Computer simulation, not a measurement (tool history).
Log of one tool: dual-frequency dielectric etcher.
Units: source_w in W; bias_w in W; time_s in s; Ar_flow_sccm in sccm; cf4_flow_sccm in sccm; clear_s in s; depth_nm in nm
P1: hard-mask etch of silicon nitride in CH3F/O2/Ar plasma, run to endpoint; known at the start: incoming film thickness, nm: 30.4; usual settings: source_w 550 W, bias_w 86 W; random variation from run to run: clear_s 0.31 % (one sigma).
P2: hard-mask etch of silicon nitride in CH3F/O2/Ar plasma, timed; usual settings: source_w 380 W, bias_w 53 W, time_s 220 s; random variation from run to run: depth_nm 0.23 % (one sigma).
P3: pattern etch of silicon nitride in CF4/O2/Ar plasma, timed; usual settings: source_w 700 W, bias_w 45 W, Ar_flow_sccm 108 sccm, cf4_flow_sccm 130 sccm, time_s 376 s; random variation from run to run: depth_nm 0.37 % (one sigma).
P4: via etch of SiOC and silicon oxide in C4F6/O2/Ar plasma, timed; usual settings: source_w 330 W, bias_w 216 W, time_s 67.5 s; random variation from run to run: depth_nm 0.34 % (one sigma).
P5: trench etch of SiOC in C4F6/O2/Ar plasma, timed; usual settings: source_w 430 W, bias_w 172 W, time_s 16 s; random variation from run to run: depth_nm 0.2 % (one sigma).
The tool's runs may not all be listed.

run	hour	process	source_w	bias_w	time_s	Ar_flow_sccm	cf4_flow_sccm	clear_s	depth_nm
1	12.3	P1	550	86				36.113	
2	21.3	P1	550	53				42.392	
3	32.3	P1	550	86				36.156	
4	44.4	P5	430	241	16				36.834
5	56.6	P2	380	53	321.5				201.32
6	63.1	P1	550	86				36.077	
7	75.3	P2	260	53	220				119.06
8	85.9	P2	380	53	220				137.95
9	92.5	P3	700	45	376	108	130		935.83
10	100.6	P1	390	69				44.375	
11	108.3	P4	260	216	67.5				67.247
12	120.2	P3	700	45	376	152	130		901.73
13	132.7	P3	700	45	464.5	108	130		1151.7
14	141	P1	550	113				32.62	
15	148.3	P4	330	216	37				40.493
16	160.4	P1	420	86				39.94	
17	173	P5	340	172	16				30.023
18	182.3	P4	330	216	67.5				73.844
19	191.7	P4	330	174	67.5				68.832
20	200.5	P1	420	59				45.637	
21	209.9	P4	330	216	67.5				73.955
22	218.5	P2	380	40	220				126.85
23	229.4	P3	700	53	376	108	130		994.04
24	239.3	P3	890	45	376	108	130		1157.9
25	253.3	P3	700	45	376	108	130		945.45
26	261.1	P5	430	172	16				32.979
27	269.1	P1	550	86				36.097	
28	282.5	P3	700	45	376	108	102		906.39
29	288.5	P5	430	172	16				32.952
30	295.5	P1	550	86				36.101	
31	303.2	P1	690	86				33.001	
32	309.5	P5	430	172	11.5				23.747
33	320.8	P2	380	53	220				138.14
34	331	P1	550	86				36.135	
35	337.5	P1	550	86				36.196	
36	347.5	P1	550	86				35.851	
37	355	P1	550	86				35.755	
38	367.8	P1	550	86				35.574	
39	377.7	P1	550	86				35.701	
40	389.9	P1	550	86				35.622	
41	396.5	P1	550	86				35.545	
# hour 402.5: wet clean of the chamber
42	406.9	P1	550	86				35.582	
43	420.7	P1	550	86				35.471	
44	434.5	P1	550	86				35.671	

What P1 gives has crept away from where it was. These 2 causes fit the log equally well, each at the size given:
A: source power that arrives over what is set, % = 4.18
B: bias power that arrives over what is set, % = 4.52
The creep began at about hour 331.
Why every other cause is out:
chamber walls in a state that raises the etch rate, %: serviced at hour 402.5, which brought nothing back

4 check runs are offered, each on 2 wafers whose results are averaged, their results left as question marks. Which one tells the causes apart?
check 1	448.3	P4	330	216	67.5				?
check 2	448.3	P2	380	53	220				?
check 3	448.3	P3	700	45	376	108	130		?
check 4	448.3	P5	430	172	16				?

What each check would give under each cause:
check	result	if A	if B
check 1	depth_nm	75.252	75.204
check 2	depth_nm	140.03	139.81
check 3	depth_nm	973.52	953.68
check 4	depth_nm	33.498	33.425
How far apart the two closest causes lie, in the result that separates them most: check 1 0.06 %; check 2 0.16 %; check 3 2.06 %; check 4 0.22 %
Only check 3 tells the causes apart: in the others they would give nearly the same result.

Check 3 was then run and gave: depth_nm 953.13 nm. Which cause is it?

It is B: bias power that arrives over what is set, %.
